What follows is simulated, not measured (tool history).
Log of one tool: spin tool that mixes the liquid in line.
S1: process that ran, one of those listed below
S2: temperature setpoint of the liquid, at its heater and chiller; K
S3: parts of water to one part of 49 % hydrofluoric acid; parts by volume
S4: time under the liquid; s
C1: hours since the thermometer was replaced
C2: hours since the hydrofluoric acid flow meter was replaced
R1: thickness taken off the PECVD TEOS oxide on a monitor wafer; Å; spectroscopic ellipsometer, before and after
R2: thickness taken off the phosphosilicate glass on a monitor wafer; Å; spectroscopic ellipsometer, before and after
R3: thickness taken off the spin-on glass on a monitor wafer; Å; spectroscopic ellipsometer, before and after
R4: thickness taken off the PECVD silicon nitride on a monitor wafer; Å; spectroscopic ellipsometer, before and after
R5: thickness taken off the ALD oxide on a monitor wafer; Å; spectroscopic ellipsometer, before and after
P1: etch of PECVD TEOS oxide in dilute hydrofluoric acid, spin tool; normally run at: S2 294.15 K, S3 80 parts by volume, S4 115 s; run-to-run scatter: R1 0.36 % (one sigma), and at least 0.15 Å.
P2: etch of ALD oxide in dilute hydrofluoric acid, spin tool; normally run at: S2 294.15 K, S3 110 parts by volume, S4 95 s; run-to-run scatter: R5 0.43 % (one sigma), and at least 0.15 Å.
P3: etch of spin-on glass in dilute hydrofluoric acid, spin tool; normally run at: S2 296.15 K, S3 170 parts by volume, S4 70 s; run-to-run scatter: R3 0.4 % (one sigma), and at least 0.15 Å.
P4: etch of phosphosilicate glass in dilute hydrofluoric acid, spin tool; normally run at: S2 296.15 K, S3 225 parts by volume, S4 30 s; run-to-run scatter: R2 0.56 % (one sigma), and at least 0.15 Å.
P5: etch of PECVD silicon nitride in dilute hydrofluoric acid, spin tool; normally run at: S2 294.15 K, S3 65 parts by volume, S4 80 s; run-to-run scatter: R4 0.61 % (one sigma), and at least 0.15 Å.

run	hour	S1	S2	S3	S4	C1	C2	R1	R2	R3	R4	R5
1	6.3	P1	294.15	80	115	893.0	411.0	130.750				
2	14.3	P1	294.15	80	45	901.0	419.0	51.408				
3	23.5	P4	296.15	400	30	910.2	428.2		103.17			
4	29.8	P1	290.65	80	115	916.5	434.5	113.660				
5	41.3	P3	296.15	170	70	928.0	446.0			86.686		
6	53.2	P1	294.15	80	115	939.9	457.9	131.900				
7	60.9	P4	290.15	225	30	947.6	465.6		174.13			
8	72.0	P1	294.15	80	115	958.7	476.7	131.810				
9	84.0	P3	296.15	310	70	970.7	488.7			41.081		
10	95.1	P5	290.15	65	80	981.8	499.8				42.895	
11	103.2	P5	294.15	65	160	989.9	507.9				114.070	
12	109.2	P5	294.15	65	80	995.9	513.9				56.190	
13	115.5	P3	296.15	170	135	1002.2	520.2			165.590		
14	121.9	P4	296.15	225	30	1008.6	526.6		218.35			
# hour 124.0: thermometer replaced
15	128.5	P1	290.65	80	15	4.6	533.2	14.921				
16	139.9	P1	299.65	80	20	16.0	544.6	28.353				
17	148.0	P3	290.15	170	70	24.1	552.7			68.505		
# hour 148.5: hydrofluoric acid flow meter replaced
18	155.2	P2	294.15	110	95	31.3	6.8					149.29
19	161.9	P2	294.15	110	95	38.0	13.5					149.48
20	168.0	P1	300.15	80	205	44.1	19.6	299.310				
21	178.9	P1	294.15	25	115	55.0	30.5	448.660				
22	187.9	P1	294.15	80	200	64.0	39.5	229.290				
23	201.1	P5	294.15	85	80	77.2	52.7				43.617	
24	207.6	P2	294.15	45	95	83.7	59.2					395.85
25	214.4	P2	294.15	110	185	90.5	66.0					290.61
26	224.0	P1	294.15	80	115	100.1	75.6	131.360				
27	230.8	P4	296.15	225	15	106.9	82.4		107.95			
28	243.3	P1	298.15	80	115	119.4	94.9	154.940				
29	253.0	P1	294.15	80	115	129.1	104.6	131.590				
30	259.3	P2	290.15	110	95	135.4	110.9					127.32
31	271.6	P1	294.15	115	115	147.7	123.2	87.912				
32	277.5	P1	294.15	80	115	153.6	129.1	132.060				
33	285.2	P1	294.15	80	115	161.3	136.8	136.040				
34	292.8	P1	294.15	80	115	168.9	144.4	139.120				
35	305.6	P1	294.15	80	115	181.7	157.2	141.560				
36	318.2	P1	294.15	80	115	194.3	169.8	142.550				
37	326.1	P1	294.15	80	115	202.2	177.7	143.520				
38	334.3	P1	294.15	80	115	210.4	185.9	143.440				

What P1 gives has crept away from where it was. These 2 causes fit the log equally well, each at the size given:
A: liquid hotter than its thermometer reads (K) = 2.11
B: hydrofluoric acid flow above the setpoint (%) = 8.22
The creep began at about hour 277.5.

4 check runs are offered, one wafer each, their results left as question marks. Which one tells the causes apart?
check 1	342.5	P2	294.15	60	140							?
check 2	342.5	P5	294.15	65	155						?	
check 3	342.5	P4	290.65	225	15				?			
check 4	342.5	P3	290.15	170	70					?		

What each check would give under each cause:
check	result	if A	if B
check 1	R5	466.26	464.90
check 2	R4	126.300	118.210
check 3	R2	95.290	96.531
check 4	R3	74.214	74.710
How far apart the two closest causes lie, in the result that separates them most: check 1 0.29 %; check 2 6.62 %; check 3 1.29 %; check 4 0.67 %
Check 2 tells the causes apart: in the others they would give nearly the same result.

Check 2 was then run and gave: R4 125.490 Å. Which cause is it?

It is A: liquid hotter than its thermometer reads (K).
